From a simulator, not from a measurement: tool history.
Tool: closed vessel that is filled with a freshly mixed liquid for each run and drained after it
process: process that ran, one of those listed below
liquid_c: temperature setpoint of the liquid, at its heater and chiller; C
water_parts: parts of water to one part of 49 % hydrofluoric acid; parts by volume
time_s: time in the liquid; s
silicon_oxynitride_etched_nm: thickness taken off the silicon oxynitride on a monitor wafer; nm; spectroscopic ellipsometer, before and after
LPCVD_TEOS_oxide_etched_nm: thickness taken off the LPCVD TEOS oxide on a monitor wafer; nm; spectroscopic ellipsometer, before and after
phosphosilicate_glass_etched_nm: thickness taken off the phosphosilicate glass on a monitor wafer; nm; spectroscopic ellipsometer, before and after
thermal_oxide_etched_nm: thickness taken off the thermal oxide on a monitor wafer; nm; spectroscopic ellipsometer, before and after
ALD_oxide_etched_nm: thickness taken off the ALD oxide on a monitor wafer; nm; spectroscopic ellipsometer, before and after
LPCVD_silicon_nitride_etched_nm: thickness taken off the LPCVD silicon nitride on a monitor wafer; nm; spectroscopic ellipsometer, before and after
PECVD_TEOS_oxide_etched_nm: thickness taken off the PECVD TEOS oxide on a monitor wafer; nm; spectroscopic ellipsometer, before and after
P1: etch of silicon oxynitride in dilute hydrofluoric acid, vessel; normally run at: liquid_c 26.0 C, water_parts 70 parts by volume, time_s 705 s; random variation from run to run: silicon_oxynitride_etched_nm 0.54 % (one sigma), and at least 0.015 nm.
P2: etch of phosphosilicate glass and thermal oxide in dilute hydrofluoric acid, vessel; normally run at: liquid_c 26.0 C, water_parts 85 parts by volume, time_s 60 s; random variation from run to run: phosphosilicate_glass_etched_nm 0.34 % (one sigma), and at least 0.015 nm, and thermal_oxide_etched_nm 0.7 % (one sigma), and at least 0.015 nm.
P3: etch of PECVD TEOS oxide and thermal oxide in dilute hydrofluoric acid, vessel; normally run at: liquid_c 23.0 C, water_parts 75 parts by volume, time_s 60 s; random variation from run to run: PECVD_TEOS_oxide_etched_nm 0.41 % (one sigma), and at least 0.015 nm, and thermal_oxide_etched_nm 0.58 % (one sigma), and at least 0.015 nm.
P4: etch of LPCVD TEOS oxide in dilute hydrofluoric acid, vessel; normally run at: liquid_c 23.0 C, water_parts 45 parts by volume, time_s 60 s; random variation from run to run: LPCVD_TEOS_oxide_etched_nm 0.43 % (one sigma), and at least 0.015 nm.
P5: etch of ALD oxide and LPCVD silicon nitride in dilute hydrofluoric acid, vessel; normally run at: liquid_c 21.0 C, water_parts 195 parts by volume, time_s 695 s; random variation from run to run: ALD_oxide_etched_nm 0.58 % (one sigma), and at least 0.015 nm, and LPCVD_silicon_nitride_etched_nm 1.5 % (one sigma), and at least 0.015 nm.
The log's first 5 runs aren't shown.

| run | hour | process | liquid_c | water_parts | time_s | hours since the thermometer was replaced | hours since the hydrofluoric acid flow meter was replaced | silicon_oxynitride_etched_nm | LPCVD_TEOS_oxide_etched_nm | phosphosilicate_glass_etched_nm | thermal_oxide_etched_nm | ALD_oxide_etched_nm | LPCVD_silicon_nitride_etched_nm | PECVD_TEOS_oxide_etched_nm |
|---|---|---|---|---|---|---|---|---|---|---|---|---|---|---|
| 6 | 23.8 | P4 | 23.0 | 70 | 60 | 695.0 | 841.9 |  | 16.538 |  |  |  |  |  |
| 7 | 26.7 | P1 | 26.0 | 70 | 705 | 697.9 | 844.8 | 50.061 |  |  |  |  |  |  |
| 8 | 29.4 | P5 | 21.0 | 195 | 695 | 700.6 | 847.5 |  |  |  |  | 28.0020 | 1.60950 |  |
| 9 | 33.9 | P3 | 23.0 | 20 | 60 | 705.1 | 852.0 |  |  |  | 14.1490 |  |  | 48.4290 |
| 10 | 37.5 | P5 | 21.0 | 195 | 695 | 708.7 | 855.6 |  |  |  |  | 27.8230 | 1.66770 |  |
| 11 | 41.3 | P5 | 17.0 | 195 | 695 | 712.5 | 859.4 |  |  |  |  | 23.3720 | 1.23150 |  |
| 12 | 46.5 | P1 | 26.0 | 95 | 705 | 717.7 | 864.6 | 35.989 |  |  |  |  |  |  |
| 13 | 49.0 | P3 | 23.0 | 75 | 60 | 720.2 | 867.1 |  |  |  | 3.5003 |  |  | 12.0350 |
| 14 | 54.4 | P4 | 23.0 | 45 | 30 | 725.6 | 872.5 |  | 13.172 |  |  |  |  |  |
| 15 | 58.4 | P1 | 26.0 | 70 | 1040 | 729.6 | 876.5 | 73.679 |  |  |  |  |  |  |
| 16 | 61.9 | P3 | 23.0 | 75 | 30 | 733.1 | 880.0 |  |  |  | 1.7360 |  |  | 5.9878 |
| 17 | 65.6 | P1 | 26.0 | 70 | 705 | 736.8 | 883.7 | 49.902 |  |  |  |  |  |  |
| 18 | 69.8 | P1 | 26.0 | 70 | 290 | 741.0 | 887.9 | 20.482 |  |  |  |  |  |  |
| 19 | 74.4 | P3 | 17.0 | 75 | 60 | 745.6 | 892.5 |  |  |  | 2.7269 |  |  | 9.3733 |
| 20 | 79.8 | P5 | 21.0 | 300 | 695 | 751.0 | 897.9 |  |  |  |  | 16.4090 | 1.07010 |  |
| 21 | 83.7 | P2 | 18.0 | 85 | 60 | 754.9 | 901.8 |  |  | 115.09 | 2.5458 |  |  |  |
| 22 | 86.7 | P1 | 21.5 | 70 | 705 | 757.9 | 904.8 | 39.798 |  |  |  |  |  |  |

The next listed run, before its measurement:
| 23 | 90.7 | P5 | 21.0 | 195 | 245 | 761.9 | 908.8 |  |  |  |  | ? | ? |  |

{"run 23": {"ALD_oxide_etched_nm": 9.7101, "LPCVD_silicon_nitride_etched_nm": 0.56762}}
